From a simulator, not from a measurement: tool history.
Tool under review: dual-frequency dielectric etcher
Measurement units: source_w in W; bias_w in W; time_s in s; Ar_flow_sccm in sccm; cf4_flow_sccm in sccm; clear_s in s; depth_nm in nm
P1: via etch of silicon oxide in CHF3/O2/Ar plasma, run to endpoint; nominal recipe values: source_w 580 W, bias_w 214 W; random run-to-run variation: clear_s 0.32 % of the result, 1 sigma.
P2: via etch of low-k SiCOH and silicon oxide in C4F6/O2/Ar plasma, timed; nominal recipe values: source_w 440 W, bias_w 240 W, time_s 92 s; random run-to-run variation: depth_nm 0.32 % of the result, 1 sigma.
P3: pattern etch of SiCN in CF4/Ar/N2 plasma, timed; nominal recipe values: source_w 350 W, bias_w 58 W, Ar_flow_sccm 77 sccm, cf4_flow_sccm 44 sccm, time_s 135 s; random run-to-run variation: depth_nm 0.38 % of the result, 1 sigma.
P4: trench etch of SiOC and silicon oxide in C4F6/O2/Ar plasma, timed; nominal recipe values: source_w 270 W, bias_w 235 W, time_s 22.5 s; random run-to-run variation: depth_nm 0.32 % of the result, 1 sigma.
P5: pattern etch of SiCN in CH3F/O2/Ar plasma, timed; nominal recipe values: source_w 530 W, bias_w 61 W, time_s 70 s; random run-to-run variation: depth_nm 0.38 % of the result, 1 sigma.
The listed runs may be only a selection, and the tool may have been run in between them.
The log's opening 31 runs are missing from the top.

| run | hour | process | source_w | bias_w | time_s | Ar_flow_sccm | cf4_flow_sccm | hours since the last wet clean | hours since the last source power generator calibration | hours since the last bias power generator calibration | clear_s | depth_nm |
|---|---|---|---|---|---|---|---|---|---|---|---|---|
| 32 | 112 | P3 | 470 | 58 | 135 | 77 | 44 | 309.6 | 1489 | 34.3 |  | 106.49 |
| 33 | 115.5 | P3 | 350 | 58 | 135 | 77 | 35 | 313.1 | 1492.5 | 37.8 |  | 79.498 |
| 34 | 119.4 | P1 | 580 | 214 |  |  |  | 317 | 1496.4 | 41.7 | 226.76 |  |
| 35 | 122.4 | P1 | 580 | 214 |  |  |  | 320 | 1499.4 | 44.7 | 227.63 |  |
| 36 | 125.7 | P1 | 580 | 214 |  |  |  | 323.3 | 1502.7 | 48 | 228.16 |  |
| 37 | 129.3 | P1 | 580 | 214 |  |  |  | 326.9 | 1506.3 | 51.6 | 227.86 |  |
| 38 | 132.1 | P1 | 580 | 214 |  |  |  | 329.7 | 1509.1 | 54.4 | 229.12 |  |
|  | 132.9 | wet clean of the chamber |
| 39 | 134.7 | P1 | 580 | 214 |  |  |  | 1.8 | 1511.7 | 57 | 227.87 |  |

Forecast run 40:
| 40 | 138.8 | P1 | 580 | 214 |  |  |  | 5.9 | 1515.8 | 61.1 | ? |  |

Run 40 yielded clear_s 229.39 s.

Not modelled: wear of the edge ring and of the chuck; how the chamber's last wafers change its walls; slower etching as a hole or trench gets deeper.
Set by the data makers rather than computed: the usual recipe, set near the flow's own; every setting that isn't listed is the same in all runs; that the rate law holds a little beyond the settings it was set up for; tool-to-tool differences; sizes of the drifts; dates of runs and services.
